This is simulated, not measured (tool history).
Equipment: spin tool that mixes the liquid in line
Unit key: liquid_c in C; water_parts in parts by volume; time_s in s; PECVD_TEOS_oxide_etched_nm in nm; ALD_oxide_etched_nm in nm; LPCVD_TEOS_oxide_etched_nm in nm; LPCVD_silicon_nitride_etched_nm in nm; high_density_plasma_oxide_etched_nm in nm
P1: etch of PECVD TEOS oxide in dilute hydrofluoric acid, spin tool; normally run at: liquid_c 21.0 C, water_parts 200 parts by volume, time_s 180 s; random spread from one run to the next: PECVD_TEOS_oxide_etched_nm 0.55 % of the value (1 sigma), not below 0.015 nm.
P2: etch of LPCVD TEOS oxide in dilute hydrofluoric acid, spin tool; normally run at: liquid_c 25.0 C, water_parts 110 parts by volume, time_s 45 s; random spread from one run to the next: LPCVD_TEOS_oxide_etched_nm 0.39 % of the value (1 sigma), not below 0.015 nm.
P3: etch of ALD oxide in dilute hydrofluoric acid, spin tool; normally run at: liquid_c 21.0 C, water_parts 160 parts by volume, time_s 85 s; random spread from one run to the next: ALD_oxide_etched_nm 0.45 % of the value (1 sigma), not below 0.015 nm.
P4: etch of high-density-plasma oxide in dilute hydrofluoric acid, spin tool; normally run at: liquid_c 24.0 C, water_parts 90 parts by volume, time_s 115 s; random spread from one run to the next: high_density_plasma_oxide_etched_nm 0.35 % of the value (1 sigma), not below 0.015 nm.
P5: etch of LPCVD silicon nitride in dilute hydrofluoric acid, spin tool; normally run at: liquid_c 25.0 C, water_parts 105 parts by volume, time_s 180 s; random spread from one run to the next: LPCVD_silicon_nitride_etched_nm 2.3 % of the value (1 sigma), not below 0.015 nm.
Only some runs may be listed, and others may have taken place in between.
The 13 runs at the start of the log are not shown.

| run | hour | process | liquid_c | water_parts | time_s | hours since the thermometer was replaced | hours since the hydrofluoric acid flow meter was replaced | PECVD_TEOS_oxide_etched_nm | ALD_oxide_etched_nm | LPCVD_TEOS_oxide_etched_nm | LPCVD_silicon_nitride_etched_nm | high_density_plasma_oxide_etched_nm |
|---|---|---|---|---|---|---|---|---|---|---|---|---|
| 14 | 99.9 | P1 | 21.0 | 200 | 30 | 43.1 | 845.7 | 2.2507 |  |  |  |  |
| 15 | 108.8 | P1 | 17.0 | 200 | 180 | 52.0 | 854.6 | 11.4250 |  |  |  |  |
| 16 | 114.4 | P1 | 21.0 | 200 | 180 | 57.6 | 860.2 | 13.4190 |  |  |  |  |
| 17 | 122.0 | P4 | 24.0 | 160 | 115 | 65.2 | 867.8 |  |  |  |  | 6.4668 |
| 18 | 129.6 | P5 | 25.0 | 105 | 180 | 72.8 | 875.4 |  |  |  | 0.91054 |  |
| 19 | 136.6 | P1 | 21.0 | 200 | 180 | 79.8 | 882.4 | 13.3830 |  |  |  |  |
| 20 | 145.2 | P1 | 26.0 | 200 | 180 | 88.4 | 891.0 | 16.0220 |  |  |  |  |
| 21 | 150.1 | P1 | 21.0 | 295 | 180 | 93.3 | 895.9 | 8.2941 |  |  |  |  |
| 22 | 154.6 | P4 | 31.0 | 90 | 115 | 97.8 | 900.4 |  |  |  |  | 16.4250 |
| 23 | 162.4 | P3 | 27.5 | 160 | 85 | 105.6 | 908.2 |  | 17.8230 |  |  |  |
| 24 | 172.1 | P5 | 25.0 | 105 | 180 | 115.3 | 917.9 |  |  |  | 0.98222 |  |
| 25 | 180.9 | P4 | 24.0 | 90 | 115 | 124.1 | 926.7 |  |  |  |  | 12.5970 |
| 26 | 185.5 | P4 | 24.0 | 90 | 15 | 128.7 | 931.3 |  |  |  |  | 1.6314 |
| 27 | 193.8 | P3 | 21.0 | 245 | 85 | 137.0 | 939.6 |  | 8.3047 |  |  |  |
| 28 | 200.1 | P5 | 20.0 | 105 | 180 | 143.3 | 945.9 |  |  |  | 0.65558 |  |
| 29 | 206.2 | P3 | 21.0 | 160 | 140 | 149.4 | 952.0 |  | 23.0190 |  |  |  |
| 30 | 215.4 | P1 | 21.0 | 200 | 180 | 158.6 | 961.2 | 13.4550 |  |  |  |  |

What does the tool deliver on the next run?
| 31 | 221.4 | P1 | 21.0 | 200 | 180 | 164.6 | 967.2 | ? |  |  |  |  |

{"run 31": {"PECVD_TEOS_oxide_etched_nm": 13.801}}

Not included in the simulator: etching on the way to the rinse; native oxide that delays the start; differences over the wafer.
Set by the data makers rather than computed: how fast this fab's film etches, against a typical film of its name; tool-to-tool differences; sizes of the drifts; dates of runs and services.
